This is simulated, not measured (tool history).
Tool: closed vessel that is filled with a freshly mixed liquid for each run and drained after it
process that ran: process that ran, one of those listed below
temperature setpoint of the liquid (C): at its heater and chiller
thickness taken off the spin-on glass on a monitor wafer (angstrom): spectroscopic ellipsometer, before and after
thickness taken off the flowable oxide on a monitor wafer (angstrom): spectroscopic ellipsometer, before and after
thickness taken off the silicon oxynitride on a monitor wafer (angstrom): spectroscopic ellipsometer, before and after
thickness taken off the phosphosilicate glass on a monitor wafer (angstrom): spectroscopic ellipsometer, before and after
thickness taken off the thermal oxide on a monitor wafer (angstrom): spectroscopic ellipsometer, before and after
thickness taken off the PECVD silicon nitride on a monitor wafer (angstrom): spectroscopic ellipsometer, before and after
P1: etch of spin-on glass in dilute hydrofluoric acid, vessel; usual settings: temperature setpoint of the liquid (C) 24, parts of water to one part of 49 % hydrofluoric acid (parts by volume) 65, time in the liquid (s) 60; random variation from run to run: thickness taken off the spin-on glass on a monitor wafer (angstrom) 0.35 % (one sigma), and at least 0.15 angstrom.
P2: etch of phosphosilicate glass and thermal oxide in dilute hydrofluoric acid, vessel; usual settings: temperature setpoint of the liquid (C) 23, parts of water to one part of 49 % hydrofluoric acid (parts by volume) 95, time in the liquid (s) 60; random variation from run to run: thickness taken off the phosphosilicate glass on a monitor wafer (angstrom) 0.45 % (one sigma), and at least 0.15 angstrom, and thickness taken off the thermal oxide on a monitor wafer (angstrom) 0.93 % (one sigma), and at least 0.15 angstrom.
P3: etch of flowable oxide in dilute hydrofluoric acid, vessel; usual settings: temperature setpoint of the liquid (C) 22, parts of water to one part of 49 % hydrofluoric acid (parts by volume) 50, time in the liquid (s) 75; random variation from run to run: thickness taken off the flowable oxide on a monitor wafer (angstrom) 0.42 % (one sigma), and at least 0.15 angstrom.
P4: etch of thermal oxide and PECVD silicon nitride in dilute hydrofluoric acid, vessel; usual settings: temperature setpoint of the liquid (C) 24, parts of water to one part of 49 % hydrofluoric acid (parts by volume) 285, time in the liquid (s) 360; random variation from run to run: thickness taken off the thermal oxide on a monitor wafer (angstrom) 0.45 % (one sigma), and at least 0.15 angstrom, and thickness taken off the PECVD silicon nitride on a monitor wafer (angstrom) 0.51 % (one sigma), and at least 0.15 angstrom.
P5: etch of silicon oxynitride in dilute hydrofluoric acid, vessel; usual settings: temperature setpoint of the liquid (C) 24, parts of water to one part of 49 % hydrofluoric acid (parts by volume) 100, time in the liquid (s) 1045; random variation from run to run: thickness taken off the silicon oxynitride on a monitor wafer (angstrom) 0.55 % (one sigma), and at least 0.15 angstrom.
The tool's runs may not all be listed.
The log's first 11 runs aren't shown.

run	day	process that ran	temperature setpoint of the liquid (C)	parts of water to one part of 49 % hydrofluoric acid (parts by volume)	time in the liquid (s)	hours since the thermometer was replaced	hours since the hydrofluoric acid flow meter was replaced	thickness taken off the spin-on glass on a monitor wafer (angstrom)	thickness taken off the flowable oxide on a monitor wafer (angstrom)	thickness taken off the silicon oxynitride on a monitor wafer (angstrom)	thickness taken off the phosphosilicate glass on a monitor wafer (angstrom)	thickness taken off the thermal oxide on a monitor wafer (angstrom)	thickness taken off the PECVD silicon nitride on a monitor wafer (angstrom)
12	6.233	P1	24	65	60	263.5	1292.6	235.51					
13	6.733	P1	20	65	35	275.5	1304.6	116.23					
14	7.354	P3	22	30	75	290.4	1319.5		807.38				
15	7.925	P2	31	95	60	304.1	1333.2				729.07	38.655	
16	8.217	P1	24	65	30	311.1	1340.2	117.74					
17	8.617	P1	20	105	60	320.7	1349.8	117.42					
18	9.271	P4	24	285	65	336.4	1365.5					9.0937	10.463
19	9.858	P2	23	95	60	350.5	1379.6				531.22	28.612	
20	10.275	P1	24	90	30	360.5	1389.6	82.005					
21	10.729	P2	23	20	60	371.4	1400.5				2781.7	148.94	
22	11.042	P4	24	285	360	378.9	1408					49.368	57.857
23	11.512	P1	24	65	110	390.2	1419.3	432.28					
24	11.971	P1	24	65	60	401.2	1430.3	235.54					
25	12.533	P3	22	50	75	414.7	1443.8		475.73				
26	13.104	P1	24	65	60	428.4	1457.5	236.22					
27	13.771	P1	24	105	60	444.4	1473.5	138.1					
28	14.308	P5	24	140	1045	457.3	1486.4			131.69			
29	14.792	P2	23	95	60	468.9	1498				531.84	28.464	
30	15.4	P4	24	150	360	483.5	1512.6					109.61	110.36
31	15.738	P1	24	20	60	491.6	1520.7	813.28					
32	16.138	P5	24	100	290	501.2	1530.3			52.457			
33	16.671	P4	30.5	285	360	514	1543.1					61.985	85.295
34	16.971	P5	29.5	100	1045	521.2	1550.3			245.61			
35	17.508	P1	24	65	60	534.1	1563.2	234.34					

The next listed run, before its measurement:
36	18.058	P1	24	65	60	547.3	1576.4	?					

thickness taken off the spin-on glass on a monitor wafer (angstrom): 248.29
